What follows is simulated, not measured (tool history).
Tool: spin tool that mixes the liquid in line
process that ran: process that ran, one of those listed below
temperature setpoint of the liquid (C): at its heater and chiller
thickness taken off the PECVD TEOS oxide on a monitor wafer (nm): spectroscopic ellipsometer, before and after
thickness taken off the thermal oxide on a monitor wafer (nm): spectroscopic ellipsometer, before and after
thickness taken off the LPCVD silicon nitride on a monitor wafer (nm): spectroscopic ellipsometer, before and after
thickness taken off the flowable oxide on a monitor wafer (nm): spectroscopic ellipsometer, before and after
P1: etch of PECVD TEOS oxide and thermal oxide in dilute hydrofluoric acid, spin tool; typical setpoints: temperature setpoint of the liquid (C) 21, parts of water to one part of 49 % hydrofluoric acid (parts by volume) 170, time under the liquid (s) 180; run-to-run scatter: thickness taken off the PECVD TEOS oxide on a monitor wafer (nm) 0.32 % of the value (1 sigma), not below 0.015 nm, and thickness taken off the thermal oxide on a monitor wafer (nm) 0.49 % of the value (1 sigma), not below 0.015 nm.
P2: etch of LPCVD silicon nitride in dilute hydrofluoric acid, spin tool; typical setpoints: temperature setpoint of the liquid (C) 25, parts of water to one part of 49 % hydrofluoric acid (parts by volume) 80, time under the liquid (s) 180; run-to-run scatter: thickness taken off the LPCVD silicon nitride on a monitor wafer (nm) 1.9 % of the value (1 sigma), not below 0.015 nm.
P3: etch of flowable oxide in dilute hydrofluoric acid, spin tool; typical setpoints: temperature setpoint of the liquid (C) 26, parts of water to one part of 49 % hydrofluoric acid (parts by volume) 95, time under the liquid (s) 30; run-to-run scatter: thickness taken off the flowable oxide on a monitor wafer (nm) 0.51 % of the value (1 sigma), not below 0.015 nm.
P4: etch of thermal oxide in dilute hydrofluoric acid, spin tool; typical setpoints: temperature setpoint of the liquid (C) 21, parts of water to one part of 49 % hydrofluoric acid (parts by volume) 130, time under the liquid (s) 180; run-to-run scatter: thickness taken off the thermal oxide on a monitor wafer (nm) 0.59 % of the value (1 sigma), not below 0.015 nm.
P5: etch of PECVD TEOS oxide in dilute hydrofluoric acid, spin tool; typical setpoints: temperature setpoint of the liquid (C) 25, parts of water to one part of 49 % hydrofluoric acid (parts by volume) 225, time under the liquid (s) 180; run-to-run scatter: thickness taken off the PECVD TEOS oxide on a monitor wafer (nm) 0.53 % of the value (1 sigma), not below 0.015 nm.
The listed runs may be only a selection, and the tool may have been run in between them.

| run | hour | process that ran | temperature setpoint of the liquid (C) | parts of water to one part of 49 % hydrofluoric acid (parts by volume) | time under the liquid (s) | thickness taken off the PECVD TEOS oxide on a monitor wafer (nm) | thickness taken off the thermal oxide on a monitor wafer (nm) | thickness taken off the LPCVD silicon nitride on a monitor wafer (nm) | thickness taken off the flowable oxide on a monitor wafer (nm) |
|---|---|---|---|---|---|---|---|---|---|
| 1 | 5.1 | P1 | 21 | 170 | 180 | 24.979 | 4.1721 |  |  |
| 2 | 13.1 | P5 | 25 | 225 | 180 | 12.068 |  |  |  |
| 3 | 19.2 | P5 | 25 | 225 | 180 | 12.01 |  |  |  |
| 4 | 24.4 | P2 | 25 | 80 | 180 |  |  | 1.1026 |  |
| 5 | 32.4 | P1 | 21 | 170 | 30 | 4.1127 | 0.68937 |  |  |
| 6 | 40.2 | P1 | 21 | 170 | 260 | 35.619 | 5.92 |  |  |
| 7 | 49 | P4 | 21 | 130 | 365 |  | 11.397 |  |  |
| 8 | 58.1 | P2 | 25 | 80 | 180 |  |  | 1.0684 |  |
| 9 | 64.8 | P1 | 28 | 170 | 180 | 32.309 | 5.371 |  |  |
| 10 | 71.8 | P1 | 21 | 170 | 180 | 24.91 | 4.1115 |  |  |
| 11 | 79.1 | P3 | 26 | 160 | 30 |  |  |  | 8.6327 |
| 12 | 84.8 | P2 | 25 | 80 | 360 |  |  | 2.2828 |  |
| 13 | 89.1 | P2 | 29.5 | 80 | 180 |  |  | 1.5606 |  |
| 14 | 97.6 | P3 | 26 | 95 | 30 |  |  |  | 15.888 |
| 15 | 106.3 | P1 | 21 | 170 | 180 | 24.828 | 4.1275 |  |  |
| 16 | 114.2 | P4 | 17 | 130 | 180 |  | 4.7848 |  |  |
| 17 | 123.5 | P1 | 21 | 170 | 180 | 24.697 | 4.1123 |  |  |
| 18 | 128.6 | P4 | 21 | 130 | 180 |  | 5.6523 |  |  |
| 19 | 137.4 | P5 | 25 | 225 | 15 | 0.98342 |  |  |  |
| 20 | 142.8 | P1 | 17 | 170 | 325 | 38.307 | 6.3221 |  |  |
| 21 | 147.4 | P3 | 33 | 95 | 30 |  |  |  | 20.527 |
| 22 | 156.1 | P3 | 26 | 95 | 15 |  |  |  | 7.8471 |
| 23 | 163.4 | P1 | 21 | 255 | 15 | 1.2921 | 0.20976 |  |  |
| 24 | 169.8 | P5 | 17 | 225 | 180 | 8.8477 |  |  |  |
| 25 | 177.5 | P1 | 21 | 170 | 180 | 24.743 | 4.1557 |  |  |
| 26 | 182.1 | P1 | 17 | 170 | 180 | 21.073 | 3.5528 |  |  |
| 27 | 188.2 | P1 | 21 | 55 | 180 | 87.863 | 14.573 |  |  |
| 28 | 194 | P4 | 21 | 130 | 180 |  | 5.6124 |  |  |
| 29 | 201.4 | P4 | 21 | 30 | 180 |  | 27.399 |  |  |
| 30 | 205.5 | P5 | 25 | 345 | 180 | 6.9254 |  |  |  |
| 31 | 213.4 | P1 | 21 | 305 | 180 | 12.194 | 2.0353 |  |  |
| 32 | 219.6 | P2 | 25 | 20 | 180 |  |  | 4.2485 |  |
| 33 | 228.5 | P1 | 21 | 170 | 180 | 24.748 | 4.1115 |  |  |
| 34 | 236.5 | P1 | 21 | 170 | 180 | 25.892 | 4.305 |  |  |
| 35 | 245.6 | P1 | 21 | 170 | 180 | 26.535 | 4.3998 |  |  |
| 36 | 254.4 | P1 | 21 | 170 | 180 | 26.968 | 4.4637 |  |  |
| 37 | 262.6 | P1 | 21 | 170 | 180 | 26.885 | 4.4805 |  |  |
| 38 | 267.5 | P1 | 21 | 170 | 180 | 27.295 | 4.4441 |  |  |
| 39 | 276.2 | P1 | 21 | 170 | 180 | 27.158 | 4.5054 |  |  |

P1 has crept away from where it was. The log is fitted equally well by each of these 2 causes, at the sizes shown:
A: hydrofluoric acid flow above the setpoint (%) = 7.91
B: liquid hotter than its thermometer reads (K) = 2.32
Onset of the creep was near hour 228.5.

Consider the 4 check runs below, whose results appear as question marks and each of which averages 3 wafers. Which one distinguishes the causes, in that each cause would give it a clearly different result?
| check 1 | 284.9 | P4 | 17 | 130 | 180 |  | ? |  |  |
| check 2 | 284.9 | P3 | 26 | 150 | 30 |  |  |  | ? |
| check 3 | 284.9 | P5 | 25 | 225 | 30 | ? |  |  |  |
| check 4 | 284.9 | P2 | 25 | 20 | 320 |  |  | ? |  |

Outcome of each check run for each possible cause:
| check | result | if A | if B |
|---|---|---|---|
| check 1 | thickness taken off the thermal oxide on a monitor wafer (nm) | 5.1955 | 5.2449 |
| check 2 | thickness taken off the flowable oxide on a monitor wafer (nm) | 10.216 | 10.18 |
| check 3 | thickness taken off the PECVD TEOS oxide on a monitor wafer (nm) | 2.1927 | 2.1674 |
| check 4 | thickness taken off the LPCVD silicon nitride on a monitor wafer (nm) | 8.3308 | 9.061 |
Distance between the nearest two causes, measured in the result of the check that separates them most: check 1 0.95 %; check 2 0.35 %; check 3 1.16 %; check 4 8.4 %
Of the check runs offered, only check 4 discriminates between the causes; the rest would read about the same regardless of which cause applies.

The results of check 4 are: thickness taken off the LPCVD silicon nitride on a monitor wafer (nm) 8.3236. Based on these, which of the listed causes is it?

The cause is A: hydrofluoric acid flow above the setpoint (%).

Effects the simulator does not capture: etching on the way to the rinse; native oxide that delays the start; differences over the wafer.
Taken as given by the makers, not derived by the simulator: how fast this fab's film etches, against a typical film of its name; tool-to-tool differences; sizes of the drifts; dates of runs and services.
